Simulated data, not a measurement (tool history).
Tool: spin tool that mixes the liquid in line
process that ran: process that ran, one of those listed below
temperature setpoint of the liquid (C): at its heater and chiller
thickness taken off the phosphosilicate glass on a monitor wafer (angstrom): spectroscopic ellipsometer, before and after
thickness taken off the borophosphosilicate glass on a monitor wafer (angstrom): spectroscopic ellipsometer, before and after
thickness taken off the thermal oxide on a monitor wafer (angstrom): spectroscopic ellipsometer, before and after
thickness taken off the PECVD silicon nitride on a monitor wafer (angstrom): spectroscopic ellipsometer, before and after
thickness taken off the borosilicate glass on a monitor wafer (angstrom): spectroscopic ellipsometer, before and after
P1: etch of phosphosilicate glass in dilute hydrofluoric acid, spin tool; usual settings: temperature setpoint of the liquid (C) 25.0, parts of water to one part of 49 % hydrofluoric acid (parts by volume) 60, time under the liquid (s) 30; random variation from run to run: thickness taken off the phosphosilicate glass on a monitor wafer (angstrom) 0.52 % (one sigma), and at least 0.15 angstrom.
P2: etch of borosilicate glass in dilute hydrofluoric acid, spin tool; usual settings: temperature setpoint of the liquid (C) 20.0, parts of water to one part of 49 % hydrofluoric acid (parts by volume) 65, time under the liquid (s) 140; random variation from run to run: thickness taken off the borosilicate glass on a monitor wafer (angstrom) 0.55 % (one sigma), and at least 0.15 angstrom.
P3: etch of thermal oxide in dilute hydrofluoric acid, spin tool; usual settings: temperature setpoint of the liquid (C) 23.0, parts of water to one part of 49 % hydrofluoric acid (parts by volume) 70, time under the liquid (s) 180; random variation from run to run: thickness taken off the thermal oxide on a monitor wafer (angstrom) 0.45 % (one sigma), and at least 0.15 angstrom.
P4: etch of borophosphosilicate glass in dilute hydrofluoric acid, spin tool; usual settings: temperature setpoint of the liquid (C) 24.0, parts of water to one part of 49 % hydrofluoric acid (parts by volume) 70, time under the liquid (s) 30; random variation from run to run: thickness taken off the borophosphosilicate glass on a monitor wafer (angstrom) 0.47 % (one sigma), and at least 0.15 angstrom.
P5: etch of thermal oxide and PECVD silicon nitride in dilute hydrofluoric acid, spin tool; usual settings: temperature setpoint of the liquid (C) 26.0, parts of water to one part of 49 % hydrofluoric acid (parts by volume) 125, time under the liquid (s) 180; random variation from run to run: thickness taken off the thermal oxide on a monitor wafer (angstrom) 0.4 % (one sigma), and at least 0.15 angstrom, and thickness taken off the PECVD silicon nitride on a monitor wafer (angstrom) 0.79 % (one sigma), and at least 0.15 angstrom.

run   hour  process that ran  temperature setpoint of the liquid (C)  parts of water to one part of 49 % hydrofluoric acid (parts by volume)  time under the liquid (s)  hours since the thermometer was replaced  hours since the hydrofluoric acid flow meter was replaced  thickness taken off the phosphosilicate glass on a monitor wafer (angstrom)  thickness taken off the borophosphosilicate glass on a monitor wafer (angstrom)  thickness taken off the thermal oxide on a monitor wafer (angstrom)  thickness taken off the PECVD silicon nitride on a monitor wafer (angstrom)  thickness taken off the borosilicate glass on a monitor wafer (angstrom)
  1    2.9                P1                                    25.0                                                                      60                         30                                     705.2                                                      897.1                                                                       843.25
  2    7.9                P1                                    25.0                                                                      60                         30                                     710.2                                                      902.1                                                                       841.32
  3   10.7                P4                                    17.0                                                                      70                         30                                     713.0                                                      904.9                                                                                                                                                        210.28
  4   15.2                P4                                    24.0                                                                      25                         30                                     717.5                                                      909.4                                                                                                                                                        842.65
  5   19.3                P1                                    20.0                                                                      60                         30                                     721.6                                                      913.5                                                                       685.50
  6   24.9                P1                                    31.0                                                                      60                         30                                     727.2                                                      919.1                                                                      1064.30
  7   30.4                P4                                    24.0                                                                      70                         45                                     732.7                                                      924.6                                                                                                                                                        423.41
  8   34.0                P3                                    23.0                                                                     115                        180                                     736.3                                                      928.2                                                                                                                                                                                                                             73.764
  9   38.0                P1                                    25.0                                                                      20                         30                                     740.3                                                      932.2                                                                      2661.90
 10   41.6                P5                                    26.0                                                                     125                        180                                     743.9                                                      935.8                                                                                                                                                                                                                             67.953                                                                       28.487
 11   44.4                P2                                    20.0                                                                      30                        140                                     746.7                                                      938.6                                                                                                                                                                                                                                                                                                                                                                                    895.37
 12   46.9                P2                                    20.0                                                                      65                         75                                     749.2                                                      941.1                                                                                                                                                                                                                                                                                                                                                                                    211.14
 13   49.9                P1                                    25.0                                                                      60                         45                                     752.2                                                      944.1                                                                      1273.90
 14   53.7                P1                                    25.0                                                                      60                         15                                     756.0                                                      947.9                                                                       423.55
 15   56.4                P1                                    19.5                                                                      95                         30                                     758.7                                                      950.6                                                                       408.16
 16   61.0                P3                                    18.5                                                                      70                        180                                     763.3                                                      955.2                                                                                                                                                                                                                            105.800
 17   63.9                P2                                    20.0                                                                      65                        140                                     766.2                                                      958.1                                                                                                                                                                                                                                                                                                                                                                                    391.50
 18   66.9                P3                                    23.0                                                                      70                        275                                     769.2                                                      961.1                                                                                                                                                                                                                            195.000
      70.2  -- hydrofluoric acid flow meter replaced
 19   71.9                P1                                    25.0                                                                     105                         30                                     774.2                                                        1.8                                                                       454.52
 20   77.0                P1                                    25.0                                                                      60                         30                                     779.3                                                        6.9                                                                       841.17
 21   82.3                P4                                    24.0                                                                      70                         30                                     784.6                                                       12.2                                                                                                                                                        280.70
 22   86.4                P5                                    26.0                                                                     125                        180                                     788.7                                                       16.3                                                                                                                                                                                                                             68.510                                                                       28.514
 23   91.4                P1                                    25.0                                                                      60                         30                                     793.7                                                       21.3                                                                       839.25
 24   95.7                P3                                    23.0                                                                      70                        180                                     798.0                                                       25.6                                                                                                                                                                                                                            127.460
 25  101.3                P5                                    26.0                                                                     195                        180                                     803.6                                                       31.2                                                                                                                                                                                                                             40.206                                                                       18.260
 26  107.1                P1                                    25.0                                                                      60                         30                                     809.4                                                       37.0                                                                       846.88
 27  109.9                P5                                    30.0                                                                     125                        180                                     812.2                                                       39.8                                                                                                                                                                                                                             79.028                                                                       35.805
 28  114.4                P1                                    25.0                                                                      60                         30                                     816.7                                                       44.3                                                                       849.37
 29  117.1                P5                                    26.0                                                                     125                        260                                     819.4                                                       47.0                                                                                                                                                                                                                             98.328                                                                       41.096
 30  121.1                P2                                    17.0                                                                      65                        140                                     823.4                                                       51.0                                                                                                                                                                                                                                                                                                                                                                                    346.08
 31  124.9                P1                                    25.0                                                                      60                         30                                     827.2                                                       54.8                                                                       842.26
 32  128.8                P1                                    25.0                                                                      60                         30                                     831.1                                                       58.7                                                                       838.50
 33  131.4                P1                                    25.0                                                                      60                         30                                     833.7                                                       61.3                                                                       829.28
 34  136.7                P1                                    25.0                                                                      60                         30                                     839.0                                                       66.6                                                                       808.99
 35  140.2                P1                                    25.0                                                                      60                         30                                     842.5                                                       70.1                                                                       800.24
 36  142.8                P1                                    25.0                                                                      60                         30                                     845.1                                                       72.7                                                                       799.36
 37  146.2                P1                                    25.0                                                                      60                         30                                     848.5                                                       76.1                                                                       792.34
 38  149.6                P1                                    25.0                                                                      60                         30                                     851.9                                                       79.5                                                                       789.32
 39  155.1                P1                                    25.0                                                                      60                         30                                     857.4                                                       85.0                                                                       774.66
 40  158.2                P1                                    25.0                                                                      60                         30                                     860.5                                                       88.1                                                                       770.57
 41  163.7                P1                                    25.0                                                                      60                         30                                     866.0                                                       93.6                                                                       779.28
 42  169.3                P1                                    25.0                                                                      60                         30                                     871.6                                                       99.2                                                                       776.29
 43  174.4                P1                                    25.0                                                                      60                         30                                     876.7                                                      104.3                                                                       784.50

What P1 gives has crept away from where it was. These 2 causes fit the log equally well, each at the size given:
A: hydrofluoric acid flow below the setpoint (%) = 7.44
B: liquid colder than its thermometer reads (K) = 2.05
The creep began at about hour 128.8.

4 check runs are offered, each on 2 wafers whose results are averaged, their results left as question marks. Which one tells the causes apart?
check 1  179.5                P4                                    24.0                                                                      70                         30                                                                                                                                                                                                                                                                  ?
check 2  179.5                P3                                    23.0                                                                      70                        180                                                                                                                                                                                                                                                                                                                                       ?
check 3  179.5                P2                                    20.0                                                                      65                        140                                                                                                                                                                                                                                                                                                                                                                                                                                                                                              ?
check 4  179.5                P5                                    26.0                                                                     125                        180                                                                                                                                                                                                                                                                                                                                       ?                                                                            ?

What each check would give under each cause:
  check                                                                           result     if A     if B
check 1  thickness taken off the borophosphosilicate glass on a monitor wafer (angstrom)   257.82   258.02
check 2              thickness taken off the thermal oxide on a monitor wafer (angstrom)  117.370  117.360
check 3         thickness taken off the borosilicate glass on a monitor wafer (angstrom)   362.14   360.86
check 4              thickness taken off the thermal oxide on a monitor wafer (angstrom)   62.383   63.054
check 4      thickness taken off the PECVD silicon nitride on a monitor wafer (angstrom)   26.168   24.755
How far apart the two closest causes lie, in the result that separates them most: check 1 0.08 %; check 2 0.01 %; check 3 0.35 %; check 4 5.55 %
Only check 4 tells the causes apart: in the others they would give nearly the same result.

Then check 4 was run and gave: thickness taken off the thermal oxide on a monitor wafer (angstrom) 62.173; thickness taken off the PECVD silicon nitride on a monitor wafer (angstrom) 26.181. Which cause is it?

It is A: hydrofluoric acid flow below the setpoint (%).
